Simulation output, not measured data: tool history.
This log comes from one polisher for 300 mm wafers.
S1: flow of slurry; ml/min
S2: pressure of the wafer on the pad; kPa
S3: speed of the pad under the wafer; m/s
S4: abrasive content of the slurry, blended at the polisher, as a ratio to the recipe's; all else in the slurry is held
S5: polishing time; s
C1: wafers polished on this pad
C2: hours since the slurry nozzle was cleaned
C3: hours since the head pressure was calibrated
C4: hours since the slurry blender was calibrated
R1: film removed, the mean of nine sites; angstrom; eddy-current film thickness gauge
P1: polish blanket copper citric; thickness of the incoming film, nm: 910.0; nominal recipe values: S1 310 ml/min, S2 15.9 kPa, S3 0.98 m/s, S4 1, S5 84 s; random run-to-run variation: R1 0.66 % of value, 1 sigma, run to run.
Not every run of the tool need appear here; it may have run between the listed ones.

run	hour	S1	S2	S3	S4	S5	C1	C2	C3	C4	R1
1	5.4	310	15.9	0.98	1	84	383	98.5	520.7	352.6	1235
2	9.6	310	15.9	0.98	1	52	411	102.7	524.9	356.8	758.3
3	16.4	310	15.9	0.98	1.4	84	456	109.5	531.7	363.6	1319.2
4	25.6	490	15.9	0.98	1	84	517	118.7	540.9	372.8	1263.7
5	32.9	310	15.9	0.98	1	84	565	126	548.2	380.1	1204.5
# hour 34.2: worn pad replaced by a new one
6	42.1	310	15.9	1.4	1	84	53	135.2	557.4	389.3	1732.8
7	50.2	310	15.9	0.98	1	84	106	143.3	565.5	397.4	1224.9
8	55.8	310	15.9	0.98	1	117	144	148.9	571.1	403	1720.8
9	61.7	310	15.9	0.98	1	84	183	154.8	577	408.9	1211.8
10	68.6	310	15.9	0.98	1	84	229	161.7	583.9	415.8	1229.4
11	75.2	185	15.9	0.98	1	84	273	168.3	590.5	422.4	1148.4
12	79.9	310	23.4	0.98	1	84	304	173	595.2	427.1	1781.9
13	89	310	15.9	0.98	1	84	364	182.1	604.3	436.2	1232.3
14	93	310	23.4	0.44	1	84	391	186.1	608.3	440.2	825.97
15	101.2	310	15.9	0.98	0.7	84	445	194.3	616.5	448.4	1142.5
16	106.1	310	15.9	0.98	1	84	478	199.2	621.4	453.3	1222.7
17	113.1	310	10.3	0.98	1	84	524	206.2	628.4	460.3	816
18	118.8	310	15.9	0.5	1	84	562	211.9	634.1	466	638.13

For run 19, what comes out?
19	126.1	310	15.9	0.98	1	84	611	219.2	641.4	473.3	?

Run 19 gave R1 1221.1 angstrom.

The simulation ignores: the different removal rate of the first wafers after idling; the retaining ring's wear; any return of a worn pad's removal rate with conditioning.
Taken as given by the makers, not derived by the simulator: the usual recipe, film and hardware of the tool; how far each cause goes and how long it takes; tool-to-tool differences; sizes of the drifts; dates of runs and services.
